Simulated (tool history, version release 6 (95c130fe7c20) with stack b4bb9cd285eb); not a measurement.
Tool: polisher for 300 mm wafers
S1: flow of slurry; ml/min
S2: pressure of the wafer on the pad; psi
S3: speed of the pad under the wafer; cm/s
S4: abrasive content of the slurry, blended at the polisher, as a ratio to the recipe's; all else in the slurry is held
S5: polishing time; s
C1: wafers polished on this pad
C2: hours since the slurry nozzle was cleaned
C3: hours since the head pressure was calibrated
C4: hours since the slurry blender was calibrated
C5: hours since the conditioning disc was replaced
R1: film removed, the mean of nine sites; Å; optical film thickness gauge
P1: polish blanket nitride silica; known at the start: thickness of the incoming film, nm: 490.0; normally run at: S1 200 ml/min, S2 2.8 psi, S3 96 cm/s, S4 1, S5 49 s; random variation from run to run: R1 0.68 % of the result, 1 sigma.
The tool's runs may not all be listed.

Run 1, hour 8.1: S1 200 ml/min, S2 2.8 psi, S3 96 cm/s, S4 1, S5 49 s; C1 407; C2 82.6; C3 389.2; C4 99.8; C5 74.7. Result: R1 223.04 Å.
Run 2, hour 18.7: S1 200 ml/min, S2 2.8 psi, S3 44 cm/s, S4 1, S5 49 s; C1 561; C2 93.2; C3 399.8; C4 110.4; C5 85.3. Result: R1 119.97 Å.
Run 3, hour 26.7: S1 200 ml/min, S2 2.8 psi, S3 68 cm/s, S4 1, S5 36 s; C1 677; C2 101.2; C3 407.8; C4 118.4; C5 93.3. Result: R1 124.3 Å.
Run 4, hour 36.2: S1 200 ml/min, S2 2.8 psi, S3 96 cm/s, S4 1, S5 49 s; C1 815; C2 110.7; C3 417.3; C4 127.9; C5 102.8. Result: R1 225.42 Å.
Run 5, hour 47.6: S1 310 ml/min, S2 2.8 psi, S3 96 cm/s, S4 1, S5 49 s; C1 980; C2 122.1; C3 428.7; C4 139.3; C5 114.2. Result: R1 235.11 Å.
Run 6, hour 57.2: S1 120 ml/min, S2 2.8 psi, S3 96 cm/s, S4 1, S5 49 s; C1 1120; C2 131.7; C3 438.3; C4 148.9; C5 123.8. Result: R1 205.15 Å.
Run 7, hour 70.6: S1 200 ml/min, S2 1.5 psi, S3 96 cm/s, S4 1, S5 49 s; C1 1314; C2 145.1; C3 451.7; C4 162.3; C5 137.2. Result: R1 120.4 Å.
Run 8, hour 78.5: S1 200 ml/min, S2 2.8 psi, S3 96 cm/s, S4 1, S5 49 s; C1 1429; C2 153; C3 459.6; C4 170.2; C5 145.1. Result: R1 224.21 Å.
Run 9, hour 91.1: S1 200 ml/min, S2 4 psi, S3 96 cm/s, S4 1, S5 49 s; C1 1612; C2 165.6; C3 472.2; C4 182.8; C5 157.7. Result: R1 324.59 Å.
Run 10, hour 104: S1 200 ml/min, S2 2.8 psi, S3 96 cm/s, S4 1, S5 49 s; C1 1799; C2 178.5; C3 485.1; C4 195.7; C5 170.6. Result: R1 223.05 Å.
Run 11, hour 113: S1 200 ml/min, S2 2.8 psi, S3 96 cm/s, S4 1, S5 61 s; C1 1930; C2 187.5; C3 494.1; C4 204.7; C5 179.6. Result: R1 279.12 Å.
Run 12, hour 122.4: S1 200 ml/min, S2 2.8 psi, S3 96 cm/s, S4 0.55, S5 49 s; C1 2066; C2 196.9; C3 503.5; C4 214.1; C5 189. Result: R1 162.52 Å.
Run 13, hour 135.3: S1 200 ml/min, S2 2.8 psi, S3 152 cm/s, S4 1, S5 49 s; C1 2253; C2 209.8; C3 516.4; C4 227; C5 201.9. Result: R1 321.96 Å.
Run 14, hour 148.9: S1 200 ml/min, S2 2.8 psi, S3 96 cm/s, S4 1.2, S5 49 s; C1 2451; C2 223.4; C3 530; C4 240.6; C5 215.5. Result: R1 240.9 Å.
Run 15, hour 163.2: S1 200 ml/min, S2 2.8 psi, S3 96 cm/s, S4 1, S5 29 s; C1 2658; C2 237.7; C3 544.3; C4 254.9; C5 229.8. Result: R1 134.27 Å.
Run 16, hour 171.2: S1 200 ml/min, S2 2.8 psi, S3 96 cm/s, S4 1, S5 49 s; C1 2775; C2 245.7; C3 552.3; C4 262.9; C5 237.8. Result: R1 223.63 Å.
Run 17, hour 179.7: S1 200 ml/min, S2 2.8 psi, S3 96 cm/s, S4 1, S5 49 s; C1 2898; C2 254.2; C3 560.8; C4 271.4; C5 246.3. Result: R1 212.37 Å.
Run 18, hour 191.3: S1 200 ml/min, S2 2.8 psi, S3 96 cm/s, S4 1, S5 49 s; C1 3066; C2 265.8; C3 572.4; C4 283; C5 257.9. Result: R1 207.29 Å.
Run 19, hour 198.7: S1 200 ml/min, S2 2.8 psi, S3 96 cm/s, S4 1, S5 49 s; C1 3174; C2 273.2; C3 579.8; C4 290.4; C5 265.3. Result: R1 203.03 Å.
Run 20, hour 210.8: S1 200 ml/min, S2 2.8 psi, S3 96 cm/s, S4 1, S5 49 s; C1 3350; C2 285.3; C3 591.9; C4 302.5; C5 277.4. Result: R1 201.76 Å.

The next listed run, before its measurement:
At hour 215.6: slurry nozzle cleaned.
At hour 216.1: head pressure recalibrated.
At hour 221.2: conditioning disc replaced and pad reconditioned.
Run 21, hour 223: S1 200 ml/min, S2 2.8 psi, S3 96 cm/s, S4 1, S5 49 s; C1 3527; C2 7.4; C3 6.9; C4 314.7; C5 1.9. Result: R1 ?.

R1: 200.69 Å

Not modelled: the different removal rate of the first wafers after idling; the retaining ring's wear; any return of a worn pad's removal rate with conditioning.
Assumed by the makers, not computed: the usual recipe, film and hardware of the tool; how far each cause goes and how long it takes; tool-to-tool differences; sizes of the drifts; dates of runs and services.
